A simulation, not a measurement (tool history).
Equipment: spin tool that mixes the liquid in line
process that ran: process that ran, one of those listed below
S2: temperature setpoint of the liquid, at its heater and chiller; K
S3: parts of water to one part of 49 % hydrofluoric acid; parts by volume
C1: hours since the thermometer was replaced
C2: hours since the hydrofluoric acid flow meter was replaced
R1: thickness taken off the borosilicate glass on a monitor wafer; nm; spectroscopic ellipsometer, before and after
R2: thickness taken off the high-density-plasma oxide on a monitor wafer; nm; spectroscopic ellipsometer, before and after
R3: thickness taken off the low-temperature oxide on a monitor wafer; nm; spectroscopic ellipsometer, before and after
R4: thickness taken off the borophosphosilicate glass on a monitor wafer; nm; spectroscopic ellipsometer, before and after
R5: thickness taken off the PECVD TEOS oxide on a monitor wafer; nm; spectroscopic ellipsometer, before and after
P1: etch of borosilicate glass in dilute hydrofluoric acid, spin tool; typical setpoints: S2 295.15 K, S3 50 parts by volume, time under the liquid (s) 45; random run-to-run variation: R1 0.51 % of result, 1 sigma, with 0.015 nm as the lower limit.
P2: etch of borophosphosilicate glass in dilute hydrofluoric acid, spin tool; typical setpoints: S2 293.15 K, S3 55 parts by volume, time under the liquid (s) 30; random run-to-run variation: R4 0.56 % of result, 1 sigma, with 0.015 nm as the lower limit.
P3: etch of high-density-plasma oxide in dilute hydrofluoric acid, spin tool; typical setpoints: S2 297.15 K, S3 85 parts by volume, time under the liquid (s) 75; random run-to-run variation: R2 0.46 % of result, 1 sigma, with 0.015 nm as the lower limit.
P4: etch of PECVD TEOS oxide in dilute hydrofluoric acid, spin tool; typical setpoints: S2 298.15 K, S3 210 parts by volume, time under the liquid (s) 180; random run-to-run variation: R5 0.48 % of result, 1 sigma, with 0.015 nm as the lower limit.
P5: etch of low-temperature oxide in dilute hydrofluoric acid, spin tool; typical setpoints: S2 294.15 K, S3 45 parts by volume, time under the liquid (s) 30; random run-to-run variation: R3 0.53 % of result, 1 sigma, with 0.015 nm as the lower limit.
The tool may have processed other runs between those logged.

run 1 hour=16.4 | process_that_ran=P1 S2=295.15 S3=50 time_under_the_liquid_(s)=45 | C1=880.2 C2=449.1 | R1=24.521
run 2 hour=34.0 | process_that_ran=P1 S2=295.15 S3=85 time_under_the_liquid_(s)=45 | C1=897.8 C2=466.7 | R1=13.761
run 3 hour=52.5 | process_that_ran=P1 S2=295.15 S3=50 time_under_the_liquid_(s)=45 | C1=916.3 C2=485.2 | R1=24.384
run 4 hour=71.3 | process_that_ran=P3 S2=297.15 S3=85 time_under_the_liquid_(s)=30 | C1=935.1 C2=504.0 | R2=3.3342
run 5 hour=85.4 | process_that_ran=P1 S2=295.15 S3=50 time_under_the_liquid_(s)=20 | C1=949.2 C2=518.1 | R1=10.909
run 6 hour=101.5 | process_that_ran=P5 S2=294.15 S3=45 time_under_the_liquid_(s)=15 | C1=965.3 C2=534.2 | R3=7.1505
run 7 hour=119.9 | process_that_ran=P3 S2=297.15 S3=85 time_under_the_liquid_(s)=75 | C1=983.7 C2=552.6 | R2=8.3860
run 8 hour=135.4 | process_that_ran=P1 S2=295.15 S3=50 time_under_the_liquid_(s)=85 | C1=999.2 C2=568.1 | R1=45.921
run 9 hour=148.4 | process_that_ran=P2 S2=300.65 S3=55 time_under_the_liquid_(s)=30 | C1=1012.2 C2=581.1 | R4=28.146
run 10 hour=161.2 | process_that_ran=P1 S2=303.15 S3=50 time_under_the_liquid_(s)=45 | C1=1025.0 C2=593.9 | R1=33.583
run 11 hour=170.3 | process_that_ran=P4 S2=298.15 S3=345 time_under_the_liquid_(s)=180 | C1=1034.1 C2=603.0 | R5=3.9435
run 12 hour=187.7 | process_that_ran=P3 S2=297.15 S3=120 time_under_the_liquid_(s)=75 | C1=1051.5 C2=620.4 | R2=5.6320
run 13 hour=197.8 | process_that_ran=P1 S2=295.15 S3=50 time_under_the_liquid_(s)=45 | C1=1061.6 C2=630.5 | R1=24.133
run 14 hour=215.0 | process_that_ran=P1 S2=295.15 S3=50 time_under_the_liquid_(s)=45 | C1=1078.8 C2=647.7 | R1=24.483
run 15 hour=233.5 | process_that_ran=P5 S2=290.15 S3=45 time_under_the_liquid_(s)=30 | C1=1097.3 C2=666.2 | R3=12.1410
run 16 hour=245.3 | process_that_ran=P4 S2=304.15 S3=210 time_under_the_liquid_(s)=180 | C1=1109.1 C2=678.0 | R5=9.0335
run 17 hour=256.6 | process_that_ran=P1 S2=299.15 S3=50 time_under_the_liquid_(s)=70 | C1=1120.4 C2=689.3 | R1=44.755
run 18 hour=267.9 | process_that_ran=P1 S2=290.15 S3=50 time_under_the_liquid_(s)=45 | C1=1131.7 C2=700.6 | R1=19.626
run 19 hour=286.0 | process_that_ran=P2 S2=293.15 S3=55 time_under_the_liquid_(s)=15 | C1=1149.8 C2=718.7 | R4=10.526
run 20 hour=303.1 | process_that_ran=P2 S2=293.15 S3=55 time_under_the_liquid_(s)=30 | C1=1166.9 C2=735.8 | R4=20.681
run 21 hour=313.5 | process_that_ran=P4 S2=298.15 S3=210 time_under_the_liquid_(s)=180 | C1=1177.3 C2=746.2 | R5=7.3983
run 22 hour=327.4 | process_that_ran=P1 S2=295.15 S3=50 time_under_the_liquid_(s)=45 | C1=1191.2 C2=760.1 | R1=24.391

The next listed run, before its measurement:
run 23 hour=345.6 | process_that_ran=P4 S2=298.15 S3=210 time_under_the_liquid_(s)=180 | C1=1209.4 C2=778.3 | R5=?

R5: 7.3441 nm
